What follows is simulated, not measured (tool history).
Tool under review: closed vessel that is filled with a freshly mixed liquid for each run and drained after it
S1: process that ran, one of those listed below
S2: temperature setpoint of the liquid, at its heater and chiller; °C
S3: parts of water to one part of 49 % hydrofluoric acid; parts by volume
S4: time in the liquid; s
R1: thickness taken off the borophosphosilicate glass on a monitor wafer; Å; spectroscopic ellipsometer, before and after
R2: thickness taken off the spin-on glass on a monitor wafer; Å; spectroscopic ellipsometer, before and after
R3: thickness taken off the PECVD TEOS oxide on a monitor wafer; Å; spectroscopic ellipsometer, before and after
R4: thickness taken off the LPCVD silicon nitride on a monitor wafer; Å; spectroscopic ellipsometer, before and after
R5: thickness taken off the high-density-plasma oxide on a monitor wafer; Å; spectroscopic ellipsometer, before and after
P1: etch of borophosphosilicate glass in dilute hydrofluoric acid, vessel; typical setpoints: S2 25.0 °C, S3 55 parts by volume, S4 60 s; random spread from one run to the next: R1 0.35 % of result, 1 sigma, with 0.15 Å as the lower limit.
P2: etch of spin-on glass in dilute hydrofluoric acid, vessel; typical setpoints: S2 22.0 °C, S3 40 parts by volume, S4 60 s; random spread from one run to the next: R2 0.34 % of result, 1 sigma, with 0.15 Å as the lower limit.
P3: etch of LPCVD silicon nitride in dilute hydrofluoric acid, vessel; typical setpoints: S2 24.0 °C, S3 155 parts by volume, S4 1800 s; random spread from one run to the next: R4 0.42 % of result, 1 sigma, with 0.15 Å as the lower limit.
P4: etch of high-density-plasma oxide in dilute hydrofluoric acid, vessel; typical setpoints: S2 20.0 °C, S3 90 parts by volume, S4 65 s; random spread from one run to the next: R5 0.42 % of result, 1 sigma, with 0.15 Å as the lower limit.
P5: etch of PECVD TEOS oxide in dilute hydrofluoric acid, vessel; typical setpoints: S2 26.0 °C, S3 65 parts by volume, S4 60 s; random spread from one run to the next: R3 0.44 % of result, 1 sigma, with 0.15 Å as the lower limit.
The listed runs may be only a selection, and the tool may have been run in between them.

{"run": 1, "hour": 2.5, "S1": "P1", "S2": 25.0, "S3": 55, "S4": 60, "R1": 491.16}
{"run": 2, "hour": 7.0, "S1": "P2", "S2": 22.0, "S3": 40, "S4": 60, "R2": 826.74}
{"run": 3, "hour": 11.0, "S1": "P5", "S2": 26.0, "S3": 65, "S4": 105, "R3": 290.41}
{"run": 4, "hour": 15.4, "S1": "P3", "S2": 17.0, "S3": 155, "S4": 1800, "R4": 37.013}
{"run": 5, "hour": 18.8, "S1": "P4", "S2": 17.0, "S3": 90, "S4": 65, "R5": 45.421}
{"run": 6, "hour": 22.7, "S1": "P1", "S2": 29.5, "S3": 55, "S4": 60, "R1": 584.46}
{"run": 7, "hour": 25.1, "S1": "P1", "S2": 25.0, "S3": 55, "S4": 30, "R1": 243.13}
{"run": 8, "hour": 28.6, "S1": "P5", "S2": 26.0, "S3": 65, "S4": 60, "R3": 165.69}
{"hour": 31.9, "done": "hydrofluoric acid flow meter replaced"}
{"run": 9, "hour": 33.4, "S1": "P4", "S2": 20.0, "S3": 90, "S4": 65, "R5": 51.497}
{"run": 10, "hour": 37.0, "S1": "P5", "S2": 19.0, "S3": 65, "S4": 60, "R3": 124.33}
{"run": 11, "hour": 40.1, "S1": "P2", "S2": 22.0, "S3": 20, "S4": 60, "R2": 1697.6}
{"run": 12, "hour": 43.9, "S1": "P1", "S2": 25.0, "S3": 25, "S4": 60, "R1": 1114.8}
{"run": 13, "hour": 48.4, "S1": "P1", "S2": 25.0, "S3": 55, "S4": 60, "R1": 490.49}
{"run": 14, "hour": 51.8, "S1": "P4", "S2": 20.0, "S3": 90, "S4": 65, "R5": 52.1}
{"run": 15, "hour": 55.8, "S1": "P2", "S2": 17.0, "S3": 40, "S4": 60, "R2": 670.53}
{"run": 16, "hour": 58.8, "S1": "P5", "S2": 26.0, "S3": 45, "S4": 60, "R3": 246.7}
{"run": 17, "hour": 62.2, "S1": "P1", "S2": 25.0, "S3": 55, "S4": 90, "R1": 729.38}
{"run": 18, "hour": 64.8, "S1": "P5", "S2": 26.0, "S3": 65, "S4": 60, "R3": 165.01}
{"run": 19, "hour": 67.5, "S1": "P2", "S2": 22.0, "S3": 40, "S4": 60, "R2": 829.36}
{"run": 20, "hour": 71.3, "S1": "P4", "S2": 20.0, "S3": 135, "S4": 65, "R5": 33.057}
{"run": 21, "hour": 75.6, "S1": "P1", "S2": 30.5, "S3": 85, "S4": 60, "R1": 374.91}
{"hour": 75.9, "done": "thermometer replaced"}
{"run": 22, "hour": 78.2, "S1": "P2", "S2": 22.0, "S3": 40, "S4": 30, "R2": 417.84}
{"run": 23, "hour": 80.5, "S1": "P4", "S2": 20.0, "S3": 90, "S4": 100, "R5": 79.012}
{"run": 24, "hour": 82.6, "S1": "P1", "S2": 25.0, "S3": 55, "S4": 60, "R1": 487.5}
{"run": 25, "hour": 87.4, "S1": "P1", "S2": 30.0, "S3": 55, "S4": 30, "R1": 299.5}
{"run": 26, "hour": 90.6, "S1": "P3", "S2": 24.0, "S3": 280, "S4": 1800, "R4": 32.731}
{"run": 27, "hour": 93.3, "S1": "P3", "S2": 24.0, "S3": 155, "S4": 730, "R4": 24.268}
{"run": 28, "hour": 96.9, "S1": "P3", "S2": 24.0, "S3": 155, "S4": 1800, "R4": 58.963}
{"run": 29, "hour": 99.6, "S1": "P1", "S2": 25.0, "S3": 105, "S4": 60, "R1": 239.97}
{"run": 30, "hour": 103.4, "S1": "P1", "S2": 25.0, "S3": 55, "S4": 60, "R1": 490.21}
{"run": 31, "hour": 107.3, "S1": "P3", "S2": 24.0, "S3": 155, "S4": 1800, "R4": 59.352}
{"run": 32, "hour": 110.8, "S1": "P1", "S2": 18.0, "S3": 55, "S4": 60, "R1": 362.35}
{"run": 33, "hour": 115.3, "S1": "P1", "S2": 25.0, "S3": 55, "S4": 60, "R1": 486.46}
{"run": 34, "hour": 119.4, "S1": "P1", "S2": 25.0, "S3": 55, "S4": 60, "R1": 466.57}
{"run": 35, "hour": 123.9, "S1": "P1", "S2": 25.0, "S3": 55, "S4": 60, "R1": 453.87}
{"run": 36, "hour": 127.2, "S1": "P1", "S2": 25.0, "S3": 55, "S4": 60, "R1": 446.91}
{"run": 37, "hour": 130.9, "S1": "P1", "S2": 25.0, "S3": 55, "S4": 60, "R1": 444.35}
{"run": 38, "hour": 135.7, "S1": "P1", "S2": 25.0, "S3": 55, "S4": 60, "R1": 443.54}
{"run": 39, "hour": 140.0, "S1": "P1", "S2": 25.0, "S3": 55, "S4": 60, "R1": 446.0}

Compared with where it was, what P1 gives has crept away. Each cause listed below fits the log as well as the rest, at the size given for it:
A: liquid colder than its thermometer reads (K) = 2.35
B: hydrofluoric acid flow below the setpoint (%) = 8.54
At approximately hour 115.3, the process output began to creep.

Of the 4 check runs listed below, each run on one wafer and each result written as a question mark, which would let you distinguish the listed causes because they would give clearly different results?
{"run": "check 1", "hour": 144.3, "S1": "P3", "S2": 24.0, "S3": 155, "S4": 1800, "R4": "?"}
{"run": "check 2", "hour": 144.3, "S1": "P4", "S2": 20.0, "S3": 90, "S4": 65, "R5": "?"}
{"run": "check 3", "hour": 144.3, "S1": "P5", "S2": 26.0, "S3": 65, "S4": 60, "R3": "?"}
{"run": "check 4", "hour": 144.3, "S1": "P2", "S2": 22.0, "S3": 40, "S4": 60, "R2": "?"}

How each check would come out, cause by cause:
check=check_1 result=R4 if_A=50.874 if_B=54.265
check=check_2 result=R5 if_A=46.735 if_B=46.710
check=check_3 result=R3 if_A=151.22 if_B=150.83
check=check_4 result=R2 if_A=751.57 if_B=756.09
Per-check spread between the two closest causes, in the result where they differ most: check 1 6.45 %; check 2 0.05 %; check 3 0.26 %; check 4 0.6 %
Check 1 tells the causes apart: in the others they would give nearly the same result.

After running check 1, the following was obtained: R4 50.930 Å. Which cause does this point to?

A is the cause: liquid colder than its thermometer reads (K).
